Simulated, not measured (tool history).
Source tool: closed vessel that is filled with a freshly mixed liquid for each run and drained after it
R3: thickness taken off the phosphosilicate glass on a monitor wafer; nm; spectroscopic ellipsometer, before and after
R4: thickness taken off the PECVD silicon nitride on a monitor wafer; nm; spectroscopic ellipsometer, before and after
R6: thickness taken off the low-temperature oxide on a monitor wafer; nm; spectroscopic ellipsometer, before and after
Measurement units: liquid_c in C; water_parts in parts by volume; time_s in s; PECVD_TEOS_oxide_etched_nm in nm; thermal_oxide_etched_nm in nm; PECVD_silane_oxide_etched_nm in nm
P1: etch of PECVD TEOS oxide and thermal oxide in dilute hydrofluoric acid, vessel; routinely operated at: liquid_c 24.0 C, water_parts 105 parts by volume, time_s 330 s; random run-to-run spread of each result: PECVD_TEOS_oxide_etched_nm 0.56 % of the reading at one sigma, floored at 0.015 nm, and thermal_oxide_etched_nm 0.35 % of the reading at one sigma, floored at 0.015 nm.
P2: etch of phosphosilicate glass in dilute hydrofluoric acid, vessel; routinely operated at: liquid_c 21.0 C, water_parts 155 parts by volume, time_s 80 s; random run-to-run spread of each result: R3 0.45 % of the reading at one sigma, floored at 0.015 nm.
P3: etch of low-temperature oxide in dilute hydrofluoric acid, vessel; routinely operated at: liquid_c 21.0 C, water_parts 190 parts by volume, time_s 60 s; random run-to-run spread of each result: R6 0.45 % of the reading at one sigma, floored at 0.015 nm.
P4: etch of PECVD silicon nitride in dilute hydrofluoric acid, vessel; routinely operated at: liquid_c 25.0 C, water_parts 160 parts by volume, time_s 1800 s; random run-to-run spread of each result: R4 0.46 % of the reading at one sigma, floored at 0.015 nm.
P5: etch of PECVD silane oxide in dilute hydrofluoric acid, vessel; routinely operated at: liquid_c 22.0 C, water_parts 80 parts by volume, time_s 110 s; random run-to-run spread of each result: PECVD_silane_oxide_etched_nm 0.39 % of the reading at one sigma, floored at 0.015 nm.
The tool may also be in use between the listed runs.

{"run": 1, "hour": 10.1, "process": "P1", "liquid_c": 24.0, "water_parts": 105, "time_s": 330, "PECVD_TEOS_oxide_etched_nm": 49.875, "thermal_oxide_etched_nm": 15.807}
{"run": 2, "hour": 17.7, "process": "P2", "liquid_c": 21.0, "water_parts": 155, "time_s": 80, "R3": 45.412}
{"run": 3, "hour": 22.6, "process": "P4", "liquid_c": 25.0, "water_parts": 160, "time_s": 3220, "R4": 49.448}
{"run": 4, "hour": 29.0, "process": "P1", "liquid_c": 24.0, "water_parts": 105, "time_s": 330, "PECVD_TEOS_oxide_etched_nm": 49.492, "thermal_oxide_etched_nm": 15.636}
{"run": 5, "hour": 39.3, "process": "P5", "liquid_c": 22.0, "water_parts": 140, "time_s": 110, "PECVD_silane_oxide_etched_nm": 10.473}
{"run": 6, "hour": 45.3, "process": "P3", "liquid_c": 21.0, "water_parts": 190, "time_s": 100, "R6": 15.062}
{"run": 7, "hour": 50.2, "process": "P2", "liquid_c": 21.0, "water_parts": 270, "time_s": 80, "R3": 23.31}
{"run": 8, "hour": 57.4, "process": "P1", "liquid_c": 24.0, "water_parts": 155, "time_s": 330, "PECVD_TEOS_oxide_etched_nm": 31.522, "thermal_oxide_etched_nm": 10.015}
{"run": 9, "hour": 62.7, "process": "P4", "liquid_c": 25.0, "water_parts": 100, "time_s": 1800, "R4": 44.02}
{"run": 10, "hour": 70.9, "process": "P1", "liquid_c": 24.0, "water_parts": 105, "time_s": 505, "PECVD_TEOS_oxide_etched_nm": 75.194, "thermal_oxide_etched_nm": 24.172}
{"run": 11, "hour": 78.2, "process": "P4", "liquid_c": 25.0, "water_parts": 160, "time_s": 1800, "R4": 27.658}
{"run": 12, "hour": 82.7, "process": "P1", "liquid_c": 24.0, "water_parts": 105, "time_s": 330, "PECVD_TEOS_oxide_etched_nm": 49.662, "thermal_oxide_etched_nm": 15.761}
{"run": 13, "hour": 92.6, "process": "P2", "liquid_c": 21.0, "water_parts": 155, "time_s": 80, "R3": 45.216}
{"run": 14, "hour": 99.2, "process": "P1", "liquid_c": 24.0, "water_parts": 105, "time_s": 330, "PECVD_TEOS_oxide_etched_nm": 49.121, "thermal_oxide_etched_nm": 15.718}
{"run": 15, "hour": 105.0, "process": "P3", "liquid_c": 29.0, "water_parts": 190, "time_s": 60, "R6": 12.051}
{"run": 16, "hour": 110.0, "process": "P3", "liquid_c": 21.0, "water_parts": 190, "time_s": 60, "R6": 9.0746}
{"run": 17, "hour": 114.6, "process": "P5", "liquid_c": 22.0, "water_parts": 80, "time_s": 200, "PECVD_silane_oxide_etched_nm": 35.718}
{"run": 18, "hour": 120.8, "process": "P1", "liquid_c": 28.0, "water_parts": 180, "time_s": 330, "PECVD_TEOS_oxide_etched_nm": 30.633, "thermal_oxide_etched_nm": 9.7563}
{"run": 19, "hour": 125.5, "process": "P5", "liquid_c": 22.0, "water_parts": 80, "time_s": 110, "PECVD_silane_oxide_etched_nm": 19.751}
{"run": 20, "hour": 131.6, "process": "P2", "liquid_c": 17.0, "water_parts": 155, "time_s": 80, "R3": 38.816}
{"run": 21, "hour": 136.5, "process": "P4", "liquid_c": 18.5, "water_parts": 160, "time_s": 1800, "R4": 18.089}
{"run": 22, "hour": 141.3, "process": "P5", "liquid_c": 30.5, "water_parts": 80, "time_s": 110, "PECVD_silane_oxide_etched_nm": 27.422}
{"run": 23, "hour": 151.5, "process": "P1", "liquid_c": 24.0, "water_parts": 35, "time_s": 330, "PECVD_TEOS_oxide_etched_nm": 162.93, "thermal_oxide_etched_nm": 51.899}
{"run": 24, "hour": 158.2, "process": "P3", "liquid_c": 21.0, "water_parts": 100, "time_s": 60, "R6": 19.051}
{"run": 25, "hour": 167.2, "process": "P5", "liquid_c": 22.0, "water_parts": 80, "time_s": 110, "PECVD_silane_oxide_etched_nm": 19.71}
{"run": 26, "hour": 175.8, "process": "P2", "liquid_c": 21.0, "water_parts": 155, "time_s": 160, "R3": 90.786}
{"run": 27, "hour": 183.5, "process": "P4", "liquid_c": 25.0, "water_parts": 160, "time_s": 1800, "R4": 27.593}
{"run": 28, "hour": 190.6, "process": "P1", "liquid_c": 24.0, "water_parts": 105, "time_s": 330, "PECVD_TEOS_oxide_etched_nm": 49.756, "thermal_oxide_etched_nm": 15.77}
{"run": 29, "hour": 196.0, "process": "P1", "liquid_c": 24.0, "water_parts": 105, "time_s": 330, "PECVD_TEOS_oxide_etched_nm": 49.763, "thermal_oxide_etched_nm": 15.751}
{"run": 30, "hour": 202.6, "process": "P1", "liquid_c": 28.5, "water_parts": 105, "time_s": 330, "PECVD_TEOS_oxide_etched_nm": 59.001, "thermal_oxide_etched_nm": 18.816}
{"run": 31, "hour": 210.1, "process": "P1", "liquid_c": 24.0, "water_parts": 105, "time_s": 165, "PECVD_TEOS_oxide_etched_nm": 25.011, "thermal_oxide_etched_nm": 7.83}
{"run": 32, "hour": 215.2, "process": "P1", "liquid_c": 19.0, "water_parts": 105, "time_s": 330, "PECVD_TEOS_oxide_etched_nm": 40.913, "thermal_oxide_etched_nm": 12.863}
{"run": 33, "hour": 222.3, "process": "P1", "liquid_c": 24.0, "water_parts": 105, "time_s": 330, "PECVD_TEOS_oxide_etched_nm": 49.578, "thermal_oxide_etched_nm": 15.701}
{"run": 34, "hour": 231.4, "process": "P1", "liquid_c": 24.0, "water_parts": 105, "time_s": 330, "PECVD_TEOS_oxide_etched_nm": 47.75, "thermal_oxide_etched_nm": 15.103}
{"run": 35, "hour": 237.1, "process": "P1", "liquid_c": 24.0, "water_parts": 105, "time_s": 330, "PECVD_TEOS_oxide_etched_nm": 46.846, "thermal_oxide_etched_nm": 15.043}
{"run": 36, "hour": 246.8, "process": "P1", "liquid_c": 24.0, "water_parts": 105, "time_s": 330, "PECVD_TEOS_oxide_etched_nm": 47.059, "thermal_oxide_etched_nm": 14.851}
{"run": 37, "hour": 252.3, "process": "P1", "liquid_c": 24.0, "water_parts": 105, "time_s": 330, "PECVD_TEOS_oxide_etched_nm": 46.373, "thermal_oxide_etched_nm": 14.77}
{"run": 38, "hour": 258.1, "process": "P1", "liquid_c": 24.0, "water_parts": 105, "time_s": 330, "PECVD_TEOS_oxide_etched_nm": 46.546, "thermal_oxide_etched_nm": 14.773}
{"run": 39, "hour": 267.5, "process": "P1", "liquid_c": 24.0, "water_parts": 105, "time_s": 330, "PECVD_TEOS_oxide_etched_nm": 46.372, "thermal_oxide_etched_nm": 14.7}

Compared with where it was, what P1 gives has crept away. Each cause listed below fits the log as well as the rest, at the size given for it:
A: liquid colder than its thermometer reads (K) = 1.66
B: hydrofluoric acid flow below the setpoint (%) = 5.66
Onset of the creep was near hour 222.3.

Below are 4 check runs, each on a single wafer, with their results shown as question marks. Which of them would tell the listed causes apart, meaning the causes would give clearly different results under it?
{"run": "check 1", "hour": 276.9, "process": "P3", "liquid_c": 28.5, "water_parts": 115, "time_s": 60, "R6": "?"}
{"run": "check 2", "hour": 276.9, "process": "P4", "liquid_c": 20.0, "water_parts": 160, "time_s": 1800, "R4": "?"}
{"run": "check 3", "hour": 276.9, "process": "P5", "liquid_c": 22.0, "water_parts": 140, "time_s": 145, "PECVD_silane_oxide_etched_nm": "?"}
{"run": "check 4", "hour": 276.9, "process": "P2", "liquid_c": 17.0, "water_parts": 155, "time_s": 155, "R3": "?"}

If the cause were each of the candidates in turn, the checks would give the following:
check=check_1 result=R6 if_A=20.3860 if_B=20.2930
check=check_2 result=R4 if_A=17.839 if_B=18.839
check=check_3 result=PECVD_silane_oxide_etched_nm if_A=12.933 if_B=12.910
check=check_4 result=R3 if_A=69.966 if_B=70.053
How far apart the two closest causes lie, in the result that separates them most: check 1 0.46 %; check 2 5.46 %; check 3 0.18 %; check 4 0.12 %
Check 2 is the one run that separates the causes; every other check would come out nearly the same whichever cause is at work.

Here is what check 2 returned: R4 17.897 nm. Which cause is it?

The cause is A: liquid colder than its thermometer reads (K).
